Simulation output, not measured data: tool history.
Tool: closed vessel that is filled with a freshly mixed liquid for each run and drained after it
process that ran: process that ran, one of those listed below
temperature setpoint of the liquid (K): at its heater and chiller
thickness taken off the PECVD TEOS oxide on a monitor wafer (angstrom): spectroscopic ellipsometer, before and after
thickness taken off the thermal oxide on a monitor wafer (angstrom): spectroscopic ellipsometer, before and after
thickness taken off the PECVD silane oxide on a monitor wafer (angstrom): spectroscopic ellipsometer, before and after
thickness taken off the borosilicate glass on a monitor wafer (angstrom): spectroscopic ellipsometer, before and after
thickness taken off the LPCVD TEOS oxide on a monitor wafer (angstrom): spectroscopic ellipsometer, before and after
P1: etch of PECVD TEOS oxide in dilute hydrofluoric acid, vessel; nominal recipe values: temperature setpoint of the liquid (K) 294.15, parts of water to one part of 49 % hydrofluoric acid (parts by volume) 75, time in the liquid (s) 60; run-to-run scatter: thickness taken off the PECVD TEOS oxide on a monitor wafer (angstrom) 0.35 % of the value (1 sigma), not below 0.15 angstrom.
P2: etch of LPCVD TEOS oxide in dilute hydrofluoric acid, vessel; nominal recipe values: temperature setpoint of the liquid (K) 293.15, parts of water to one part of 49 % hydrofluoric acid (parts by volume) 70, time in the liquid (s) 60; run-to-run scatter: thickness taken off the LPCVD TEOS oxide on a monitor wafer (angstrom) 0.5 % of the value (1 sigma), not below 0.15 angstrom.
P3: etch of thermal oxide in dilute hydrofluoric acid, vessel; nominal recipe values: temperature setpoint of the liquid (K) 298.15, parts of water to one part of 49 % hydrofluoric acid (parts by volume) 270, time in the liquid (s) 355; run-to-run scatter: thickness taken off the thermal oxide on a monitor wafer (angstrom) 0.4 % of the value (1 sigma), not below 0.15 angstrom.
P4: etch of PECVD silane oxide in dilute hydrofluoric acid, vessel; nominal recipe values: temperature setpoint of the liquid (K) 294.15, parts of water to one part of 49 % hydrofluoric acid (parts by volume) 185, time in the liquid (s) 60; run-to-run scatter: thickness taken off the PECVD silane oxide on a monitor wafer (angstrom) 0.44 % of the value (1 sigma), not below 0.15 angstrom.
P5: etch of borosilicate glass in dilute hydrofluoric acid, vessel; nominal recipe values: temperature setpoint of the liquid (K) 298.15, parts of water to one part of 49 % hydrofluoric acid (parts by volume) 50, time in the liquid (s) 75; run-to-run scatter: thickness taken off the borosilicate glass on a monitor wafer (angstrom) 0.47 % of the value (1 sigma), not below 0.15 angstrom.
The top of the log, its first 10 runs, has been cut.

run	hour	process that ran	temperature setpoint of the liquid (K)	parts of water to one part of 49 % hydrofluoric acid (parts by volume)	time in the liquid (s)	hours since the thermometer was replaced	hours since the hydrofluoric acid flow meter was replaced	thickness taken off the PECVD TEOS oxide on a monitor wafer (angstrom)	thickness taken off the thermal oxide on a monitor wafer (angstrom)	thickness taken off the PECVD silane oxide on a monitor wafer (angstrom)	thickness taken off the borosilicate glass on a monitor wafer (angstrom)	thickness taken off the LPCVD TEOS oxide on a monitor wafer (angstrom)
11	142.4	P3	298.15	270	650	405.9	53.3		96.757			
12	153.4	P2	293.15	70	60	416.9	64.3					418.87
13	163.8	P1	294.15	75	60	427.3	74.7	208.620				
14	175.7	P1	294.15	75	60	439.2	86.6	207.480				
15	189.9	P1	294.15	75	60	453.4	100.8	208.710				
16	199.8	P4	294.15	60	60	463.3	110.7			373.94		
17	213.0	P2	293.15	70	60	476.5	123.9					419.28
18	225.0	P1	294.15	75	60	488.5	135.9	209.580				
19	238.8	P1	294.15	120	60	502.3	149.7	124.100				
20	251.7	P5	298.15	50	30	515.2	162.6				201.45	
21	262.0	P1	290.15	75	60	525.5	172.9	177.410				
22	274.6	P2	293.15	20	60	538.1	185.5					1561.20
23	283.9	P1	294.15	75	60	547.4	194.8	208.300				
# hour 285.1: thermometer replaced
24	295.2	P5	298.15	50	75	10.2	206.1				505.69	
25	308.1	P3	304.15	270	355	23.1	219.0		64.244			
26	321.6	P4	294.15	185	100	36.6	232.5			176.54		
27	336.1	P2	300.15	70	60	51.1	247.0					554.69
28	350.4	P1	301.65	75	60	65.4	261.3	284.060				
29	364.6	P5	291.65	50	75	79.6	275.5				385.92	
30	378.8	P4	294.15	185	60	93.8	289.7			105.98		
31	388.2	P1	294.15	20	60	103.2	299.1	834.000				
32	402.4	P1	301.15	30	60	117.4	313.3	736.190				
33	412.5	P2	293.15	70	30	127.5	323.4					209.35
34	423.8	P1	294.15	75	60	138.8	334.7	208.770				
35	437.0	P1	294.15	75	60	152.0	347.9	202.180				

Forecast run 36:
36	449.5	P1	294.15	75	60	164.5	360.4	?				

{"run 36": {"thickness taken off the PECVD TEOS oxide on a monitor wafer (angstrom)": 196.86}}
